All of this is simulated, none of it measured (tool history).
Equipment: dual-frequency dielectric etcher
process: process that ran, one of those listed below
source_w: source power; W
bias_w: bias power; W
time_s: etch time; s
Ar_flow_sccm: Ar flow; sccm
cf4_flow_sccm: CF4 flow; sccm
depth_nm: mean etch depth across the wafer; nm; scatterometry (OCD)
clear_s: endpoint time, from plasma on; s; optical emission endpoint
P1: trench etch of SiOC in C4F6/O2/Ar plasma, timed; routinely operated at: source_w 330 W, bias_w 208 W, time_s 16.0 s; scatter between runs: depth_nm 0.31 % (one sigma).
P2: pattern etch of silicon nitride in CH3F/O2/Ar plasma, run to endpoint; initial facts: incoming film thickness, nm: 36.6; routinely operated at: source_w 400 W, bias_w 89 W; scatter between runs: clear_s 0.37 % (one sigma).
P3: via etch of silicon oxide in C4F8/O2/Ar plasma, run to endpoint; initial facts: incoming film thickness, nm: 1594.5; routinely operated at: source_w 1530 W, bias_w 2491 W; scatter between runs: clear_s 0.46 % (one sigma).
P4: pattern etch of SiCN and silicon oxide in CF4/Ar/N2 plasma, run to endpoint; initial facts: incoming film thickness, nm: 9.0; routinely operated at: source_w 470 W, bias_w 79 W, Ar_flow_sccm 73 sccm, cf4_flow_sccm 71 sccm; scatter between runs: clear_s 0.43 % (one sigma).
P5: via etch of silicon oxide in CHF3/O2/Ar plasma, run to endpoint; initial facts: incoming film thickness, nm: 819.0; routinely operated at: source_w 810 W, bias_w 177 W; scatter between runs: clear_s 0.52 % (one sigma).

run	hour	process	source_w	bias_w	time_s	Ar_flow_sccm	cf4_flow_sccm	hours since the last wet clean	hours since the last source power generator calibration	hours since the last bias power generator calibration	depth_nm	clear_s
1	7.9	P1	330	208	16.0			434.1	675.4	1494.8	31.166	
2	14.2	P4	470	62		73	71	440.4	681.7	1501.1		10.2200
3	20.6	P1	330	208	16.0			446.8	688.1	1507.5	31.267	
4	30.3	P1	400	208	24.0			456.5	697.8	1517.2	50.729	
5	36.7	P1	420	208	11.5			462.9	704.2	1523.6	24.714	
6	41.5	P1	330	208	23.0			467.7	709.0	1528.4	44.731	
7	46.4	P3	2100	2491				472.6	713.9	1533.3		281.0800
8	55.5	P4	470	79		52	71	481.7	723.0	1542.4		9.0974
9	64.4	P1	330	208	16.0			490.6	731.9	1551.3	31.216	
10	72.6	P5	810	177				498.8	740.1	1559.5		367.5400
11	82.2	P1	330	143	16.0			508.4	749.7	1569.1	27.668	
12	92.8	P1	330	208	9.5			519.0	760.3	1579.7	18.461	
13	100.7	P5	810	245				526.9	768.2	1587.6		326.9600
# hour 102.9: wet clean of the chamber
14	107.9	P3	1530	2491				5.0	775.4	1594.8		320.5900
15	116.1	P4	470	79		73	44	13.2	783.6	1603.0		10.1510
16	124.4	P1	250	208	16.0			21.5	791.9	1611.3	28.289	
17	132.7	P5	560	177				29.8	800.2	1619.6		422.2800
18	143.5	P2	400	89				40.6	811.0	1630.4		47.9700
19	148.8	P1	270	257	16.0			45.9	816.3	1635.7	31.168	
20	156.5	P4	470	79		73	71	53.6	824.0	1643.4		9.4497
21	163.5	P1	330	208	16.0			60.6	831.0	1650.4	31.239	
22	172.7	P1	440	208	16.0			69.8	840.2	1659.6	34.861	
23	183.4	P5	810	177				80.5	850.9	1670.3		367.7400
24	190.4	P2	520	89				87.5	857.9	1677.3		43.1810
25	197.4	P3	1530	2491				94.5	864.9	1684.3		317.4500
26	203.5	P1	330	276	16.0			100.6	871.0	1690.4	34.237	
27	212.0	P2	400	125				109.1	879.5	1698.9		42.1510
28	220.4	P4	330	79		73	71	117.5	887.9	1707.3		12.9600
29	227.4	P3	1530	3392				124.5	894.9	1714.3		289.6000
30	236.9	P1	330	208	16.0			134.0	904.4	1723.8	31.240	
31	243.1	P1	330	208	16.0			140.2	910.6	1730.0	31.471	
32	252.2	P1	330	208	16.0			149.3	919.7	1739.1	31.306	
33	259.5	P1	330	208	16.0			156.6	927.0	1746.4	31.533	
34	266.0	P1	330	208	16.0			163.1	933.5	1752.9	31.672	
35	273.2	P1	330	208	16.0			170.3	940.7	1760.1	31.641	
36	283.5	P1	330	208	16.0			180.6	951.0	1770.4	31.755	
37	292.2	P1	330	208	16.0			189.3	959.7	1779.1	31.645	
# hour 298.8: wet clean of the chamber
38	299.4	P1	330	208	16.0			0.6	966.9	1786.3	31.628	
39	309.5	P1	330	208	16.0			10.7	977.0	1796.4	31.851	
40	319.7	P1	330	208	16.0			20.9	987.2	1806.6	31.945	

Estimate the outcome of run 41 from the log above:
41	330.8	P1	330	208	16.0			32.0	998.3	1817.7	?	

depth_nm: 31.897 nm

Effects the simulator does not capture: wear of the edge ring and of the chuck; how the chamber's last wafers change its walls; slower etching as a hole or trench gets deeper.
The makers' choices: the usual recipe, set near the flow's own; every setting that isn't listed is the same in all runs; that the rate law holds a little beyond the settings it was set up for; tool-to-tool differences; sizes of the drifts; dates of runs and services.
